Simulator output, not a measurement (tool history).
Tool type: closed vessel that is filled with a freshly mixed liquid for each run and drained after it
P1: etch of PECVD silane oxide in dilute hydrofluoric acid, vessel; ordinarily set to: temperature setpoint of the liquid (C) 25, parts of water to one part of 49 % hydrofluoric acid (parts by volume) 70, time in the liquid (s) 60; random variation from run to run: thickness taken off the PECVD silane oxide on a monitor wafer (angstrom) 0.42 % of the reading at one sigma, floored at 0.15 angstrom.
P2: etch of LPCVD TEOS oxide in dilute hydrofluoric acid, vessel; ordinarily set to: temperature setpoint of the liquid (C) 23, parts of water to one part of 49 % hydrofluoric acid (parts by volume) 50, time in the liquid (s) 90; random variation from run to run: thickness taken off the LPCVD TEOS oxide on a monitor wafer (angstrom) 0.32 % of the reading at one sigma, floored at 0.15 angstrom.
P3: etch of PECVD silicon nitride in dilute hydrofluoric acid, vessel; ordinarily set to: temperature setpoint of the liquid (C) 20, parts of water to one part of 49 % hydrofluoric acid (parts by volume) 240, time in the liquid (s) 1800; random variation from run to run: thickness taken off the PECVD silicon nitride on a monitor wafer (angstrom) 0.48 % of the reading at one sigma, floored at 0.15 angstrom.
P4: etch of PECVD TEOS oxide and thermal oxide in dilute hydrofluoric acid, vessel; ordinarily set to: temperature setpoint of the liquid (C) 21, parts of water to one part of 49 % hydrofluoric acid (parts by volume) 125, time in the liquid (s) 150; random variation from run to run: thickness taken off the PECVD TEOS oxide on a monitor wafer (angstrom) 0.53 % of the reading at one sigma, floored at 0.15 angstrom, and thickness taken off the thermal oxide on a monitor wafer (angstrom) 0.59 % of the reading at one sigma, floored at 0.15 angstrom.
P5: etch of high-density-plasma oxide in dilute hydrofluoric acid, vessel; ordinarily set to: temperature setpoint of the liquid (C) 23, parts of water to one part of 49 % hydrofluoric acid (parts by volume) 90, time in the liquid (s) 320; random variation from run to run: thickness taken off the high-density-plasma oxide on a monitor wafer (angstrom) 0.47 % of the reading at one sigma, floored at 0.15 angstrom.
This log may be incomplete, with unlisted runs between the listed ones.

run    day  process that ran  temperature setpoint of the liquid (C)  parts of water to one part of 49 % hydrofluoric acid (parts by volume)  time in the liquid (s)  hours since the thermometer was replaced  hours since the hydrofluoric acid flow meter was replaced  thickness taken off the PECVD silane oxide on a monitor wafer (angstrom)  thickness taken off the LPCVD TEOS oxide on a monitor wafer (angstrom)  thickness taken off the PECVD TEOS oxide on a monitor wafer (angstrom)  thickness taken off the thermal oxide on a monitor wafer (angstrom)  thickness taken off the high-density-plasma oxide on a monitor wafer (angstrom)  thickness taken off the PECVD silicon nitride on a monitor wafer (angstrom)
  1  0.129                P1                                      25                                                                      70                      60                                     132.4                                                      289.1                                                                    199.85
  2  0.271                P2                                      23                                                                      85                      90                                     135.8                                                      292.5                                                                                                                                            201.95
  3  0.442                P4                                      21                                                                     125                     290                                     139.9                                                      296.6                                                                                                                                                                                                                    167.45                                                               100.58
  4  0.629                P4                                      21                                                                      30                     150                                     144.4                                                      301.1                                                                                                                                                                                                                    405.19                                                               239.43
  5    0.8                P1                                      25                                                                      70                      60                                     148.5                                                      305.2                                                                    201.39
  6  0.892                P1                                      25                                                                      70                      85                                     150.7                                                      307.4                                                                    281.15
  7  1.062                P5                                      23                                                                      90                     320                                     154.8                                                      311.5                                                                                                                                                                                                                                                                                                                                                                          375.39
  8  1.158                P1                                    31.5                                                                      70                      85                                     157.1                                                      313.8                                                                    364.57
  9  1.275                P4                                      21                                                                     125                     150                                     159.9                                                      316.6                                                                                                                                                                                                                    87.298                                                               51.646
 10  1.404                P1                                      25                                                                      70                      60                                       163                                                      319.7                                                                    200.88
 11  1.504                P4                                      17                                                                     125                     150                                     165.4                                                      322.1                                                                                                                                                                                                                    74.587                                                               43.888
 12  1.596                P2                                      17                                                                      50                      90                                     167.6                                                      324.3                                                                                                                                            279.46
 13  1.683                P1                                    21.5                                                                      70                      60                                     169.7                                                      326.4                                                                    172.51
 14  1.817                P3                                      20                                                                      75                    1800                                     172.9                                                      329.6                                                                                                                                                                                                                                                                                                                                                                                                                                                       687.67
 15  1.975                P1                                      25                                                                      70                      60                                     176.7                                                      333.4                                                                    199.99
 16  2.117                P1                                    29.5                                                                      70                      60                                     180.1                                                      336.8                                                                    239.09
 17  2.242                P2                                      23                                                                      50                      90                                     183.1                                                      339.8                                                                                                                                            360.91
 18  2.362                P1                                      31                                                                     125                      60                                       186                                                      342.7                                                                    130.75
 19  2.533                P5                                      17                                                                      90                     320                                     190.1                                                      346.8                                                                                                                                                                                                                                                                                                                                                                          293.67
 20    2.7                P1                                      25                                                                      70                      30                                     194.1                                                      350.8                                                                    100.47
 21  2.858                P5                                      23                                                                      45                     320                                     197.9                                                      354.6                                                                                                                                                                                                                                                                                                                                                                           792.3
 22  2.975                P3                                      20                                                                     240                    1015                                     200.7                                                      357.4                                                                                                                                                                                                                                                                                                                                                                                                                                                        123.4
 23  3.067                P1                                      25                                                                      70                      60                                     202.9                                                      359.6                                                                    199.06
 24  3.258                P3                                    28.5                                                                     240                    1800                                     207.5                                                      364.2                                                                                                                                                                                                                                                                                                                                                                                                                                                       371.56
 25  3.433                P2                                      23                                                                      50                      30                                     211.7                                                      368.4                                                                                                                                            119.71
 26  3.525                P3                                      20                                                                     240                    1800                                     213.9                                                      370.6                                                                                                                                                                                                                                                                                                                                                                                                                                                       219.19
 27  3.658                P5                                      23                                                                      90                      55                                     217.1                                                      373.8                                                                                                                                                                                                                                                                                                                                                                          64.416
 28  3.758                P1                                      25                                                                      25                      60                                     219.5                                                      376.2                                                                       593

Run 29 comes next. What will it give?
 29  3.95                P1                                      25                                                                     105                      60                                     224.1                                                      380.8                                                                         ?

thickness taken off the PECVD silane oxide on a monitor wafer (angstrom): 127.92
